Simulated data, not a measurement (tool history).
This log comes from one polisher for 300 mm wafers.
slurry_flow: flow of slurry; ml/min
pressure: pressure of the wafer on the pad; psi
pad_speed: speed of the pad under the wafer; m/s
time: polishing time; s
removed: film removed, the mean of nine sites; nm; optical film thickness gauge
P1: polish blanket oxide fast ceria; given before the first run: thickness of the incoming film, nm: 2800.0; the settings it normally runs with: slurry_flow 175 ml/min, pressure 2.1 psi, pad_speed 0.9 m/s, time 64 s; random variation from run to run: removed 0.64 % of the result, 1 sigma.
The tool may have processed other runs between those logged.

| run | hour | slurry_flow | pressure | pad_speed | time | wafers polished on this pad | hours since the slurry nozzle was cleaned | hours since the head pressure was calibrated | removed |
|---|---|---|---|---|---|---|---|---|---|
| 1 | 3.8 | 175 | 2.1 | 0.9 | 64 | 412 | 50.1 | 1035.5 | 744.05 |
| 2 | 8.7 | 175 | 2.1 | 0.42 | 64 | 457 | 55 | 1040.4 | 349.53 |
| 3 | 15.9 | 175 | 2.1 | 0.9 | 64 | 525 | 62.2 | 1047.6 | 754.22 |
| 4 | 19.3 | 175 | 2.1 | 1.38 | 64 | 557 | 65.6 | 1051 | 1146.3 |
| 5 | 26.4 | 175 | 3.3 | 0.9 | 64 | 623 | 72.7 | 1058.1 | 1172.6 |
| 6 | 33.7 | 260 | 2.1 | 0.9 | 64 | 691 | 80 | 1065.4 | 781.32 |
| 7 | 38.8 | 175 | 2.1 | 0.9 | 64 | 739 | 85.1 | 1070.5 | 757.54 |
| 8 | 45 | 105 | 2.1 | 0.9 | 64 | 797 | 91.3 | 1076.7 | 687.31 |
| 9 | 52.8 | 175 | 2.1 | 0.9 | 30 | 870 | 99.1 | 1084.5 | 353.9 |
| 10 | 59.6 | 175 | 2.1 | 0.9 | 64 | 934 | 105.9 | 1091.3 | 751.28 |
| 11 | 66.8 | 175 | 1.1 | 0.9 | 64 | 1001 | 113.1 | 1098.5 | 396 |
| 12 | 72.6 | 175 | 2.6 | 0.52 | 64 | 1055 | 118.9 | 1104.3 | 530.89 |
| 13 | 80 | 175 | 2.1 | 0.9 | 64 | 1124 | 126.3 | 1111.7 | 760.22 |
| 14 | 84.9 | 175 | 2.1 | 0.9 | 64 | 1170 | 131.2 | 1116.6 | 755.17 |
| 15 | 92.2 | 175 | 2.1 | 0.9 | 100 | 1239 | 138.5 | 1123.9 | 1182.1 |
| 16 | 96.5 | 175 | 2.1 | 0.9 | 64 | 1279 | 142.8 | 1128.2 | 750.81 |
| 17 | 103.9 | 175 | 2.1 | 0.9 | 64 | 1348 | 150.2 | 1135.6 | 717.41 |
| 18 | 109.7 | 175 | 2.1 | 0.9 | 64 | 1402 | 156 | 1141.4 | 708.51 |
| 19 | 114.7 | 175 | 2.1 | 0.9 | 64 | 1449 | 161 | 1146.4 | 704.44 |
|  | 120.3 | worn pad replaced by a new one |
| 20 | 121.1 | 175 | 2.1 | 0.9 | 64 | 8 | 167.4 | 1152.8 | 694.51 |
| 21 | 127.6 | 175 | 2.1 | 0.9 | 64 | 68 | 173.9 | 1159.3 | 687.77 |
| 22 | 135 | 175 | 2.1 | 0.9 | 64 | 138 | 181.3 | 1166.7 | 676.33 |
| 23 | 138.6 | 175 | 2.1 | 0.9 | 64 | 171 | 184.9 | 1170.3 | 689.03 |
| 24 | 142.2 | 175 | 2.1 | 0.9 | 64 | 205 | 188.5 | 1173.9 | 685.46 |
| 25 | 147.7 | 175 | 2.1 | 0.9 | 64 | 256 | 194 | 1179.4 | 679.33 |

Something has made what P1 gives creep away from where it was; the 2 causes below, each at its own stated size, fit the log equally well:
A: head's pressure below its setpoint, % = 9.35
B: slurry flow missing at the pad, % = 39.9
The gradual shift began around hour 96.5.
What rules out each remaining cause:
removal rate lost through wear of the pad, %: maintenance at hour 120.3, after the shift began, did not return the process to its former output

Consider the 4 check runs below, whose results appear as question marks and each of which averages 3 wafers. Which one distinguishes the causes, in that each cause would give it a clearly different result?
| check 1 | 153.2 | 255 | 2.1 | 0.9 | 64 |  |  |  | ? |
| check 2 | 153.2 | 175 | 2.1 | 1.26 | 80 |  |  |  | ? |
| check 3 | 153.2 | 175 | 3.1 | 0.9 | 88 |  |  |  | ? |
| check 4 | 153.2 | 175 | 2.1 | 1.36 | 46 |  |  |  | ? |

Predicted outcomes, by check and by cause:
| check | result | if A | if B |
|---|---|---|---|
| check 1 | removed | 713.9 | 734.93 |
| check 2 | removed | 1191 | 1191.2 |
| check 3 | removed | 1381.4 | 1381.7 |
| check 4 | removed | 739.17 | 739.32 |
How far apart the two closest causes lie, in the result that separates them most: check 1 2.9 %; check 2 0.02 %; check 3 0.02 %; check 4 0.02 %
Only in check 1 would the causes give clearly different results; in the remaining checks their results would be nearly the same.

After running check 1, the following was obtained: removed 738.41 nm. Which cause does this point to?

Of the candidate causes, it is B: slurry flow missing at the pad, %.
